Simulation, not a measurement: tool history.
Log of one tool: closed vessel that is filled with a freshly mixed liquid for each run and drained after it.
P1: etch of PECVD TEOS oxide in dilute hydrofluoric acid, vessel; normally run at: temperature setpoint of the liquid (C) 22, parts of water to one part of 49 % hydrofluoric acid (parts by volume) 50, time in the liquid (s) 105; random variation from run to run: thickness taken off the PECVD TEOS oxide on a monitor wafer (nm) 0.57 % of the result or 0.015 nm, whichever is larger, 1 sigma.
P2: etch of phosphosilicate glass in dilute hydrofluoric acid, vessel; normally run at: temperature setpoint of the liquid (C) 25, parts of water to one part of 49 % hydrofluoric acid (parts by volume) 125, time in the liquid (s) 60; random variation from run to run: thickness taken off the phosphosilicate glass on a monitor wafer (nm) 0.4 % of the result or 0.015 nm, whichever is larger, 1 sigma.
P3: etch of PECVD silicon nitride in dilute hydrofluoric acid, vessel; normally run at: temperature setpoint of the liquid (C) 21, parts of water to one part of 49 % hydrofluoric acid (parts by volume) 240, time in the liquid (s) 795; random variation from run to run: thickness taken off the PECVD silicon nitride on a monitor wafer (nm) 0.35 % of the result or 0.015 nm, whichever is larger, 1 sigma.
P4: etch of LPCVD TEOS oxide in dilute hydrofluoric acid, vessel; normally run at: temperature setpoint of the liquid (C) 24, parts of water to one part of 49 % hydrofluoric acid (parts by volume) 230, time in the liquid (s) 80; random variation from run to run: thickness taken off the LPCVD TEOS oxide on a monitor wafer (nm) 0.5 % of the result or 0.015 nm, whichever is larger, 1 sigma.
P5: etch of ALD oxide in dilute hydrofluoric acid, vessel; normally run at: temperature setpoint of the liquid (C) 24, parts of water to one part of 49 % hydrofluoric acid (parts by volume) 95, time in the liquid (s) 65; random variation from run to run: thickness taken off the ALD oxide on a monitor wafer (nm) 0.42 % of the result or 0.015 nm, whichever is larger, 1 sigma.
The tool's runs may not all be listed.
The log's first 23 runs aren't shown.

| run | hour | process that ran | temperature setpoint of the liquid (C) | parts of water to one part of 49 % hydrofluoric acid (parts by volume) | time in the liquid (s) | thickness taken off the PECVD TEOS oxide on a monitor wafer (nm) | thickness taken off the phosphosilicate glass on a monitor wafer (nm) | thickness taken off the PECVD silicon nitride on a monitor wafer (nm) | thickness taken off the ALD oxide on a monitor wafer (nm) | thickness taken off the LPCVD TEOS oxide on a monitor wafer (nm) |
|---|---|---|---|---|---|---|---|---|---|---|
| 24 | 170.1 | P1 | 22 | 50 | 200 | 73.93 |  |  |  |  |
| 25 | 176.3 | P4 | 27.5 | 230 | 80 |  |  |  |  | 11.562 |
| 26 | 183.7 | P2 | 25 | 125 | 60 |  | 69.637 |  |  |  |
| 27 | 188.1 | P4 | 24 | 230 | 80 |  |  |  |  | 10.169 |
| 28 | 195.5 | P4 | 24 | 230 | 80 |  |  |  |  | 10.192 |
| 29 | 202.4 | P1 | 17 | 50 | 105 | 30.906 |  |  |  |  |
| 30 | 210.4 | P1 | 22 | 25 | 30 | 22.697 |  |  |  |  |
| 31 | 217.8 | P5 | 24 | 95 | 65 |  |  |  | 9.9861 |  |
| 32 | 226.8 | P4 | 24 | 75 | 80 |  |  |  |  | 37.547 |
| 33 | 231.3 | P1 | 22 | 30 | 105 | 65.72 |  |  |  |  |
| 34 | 236.8 | P1 | 22 | 50 | 105 | 38.281 |  |  |  |  |
| 35 | 243.4 | P1 | 22 | 50 | 105 | 37.085 |  |  |  |  |
| 36 | 252.2 | P1 | 22 | 50 | 105 | 36.04 |  |  |  |  |
| 37 | 256.5 | P1 | 22 | 50 | 105 | 35.478 |  |  |  |  |
| 38 | 262.4 | P1 | 22 | 50 | 105 | 35.519 |  |  |  |  |
| 39 | 270.9 | P1 | 22 | 50 | 105 | 35.239 |  |  |  |  |
| 40 | 277.2 | P1 | 22 | 50 | 105 | 35.042 |  |  |  |  |
| 41 | 282.7 | P1 | 22 | 50 | 105 | 34.97 |  |  |  |  |

The next listed run, before its measurement:
| 42 | 289.6 | P1 | 22 | 50 | 105 | ? |  |  |  |  |

{"run 42": {"thickness taken off the PECVD TEOS oxide on a monitor wafer (nm)": 34.983}}
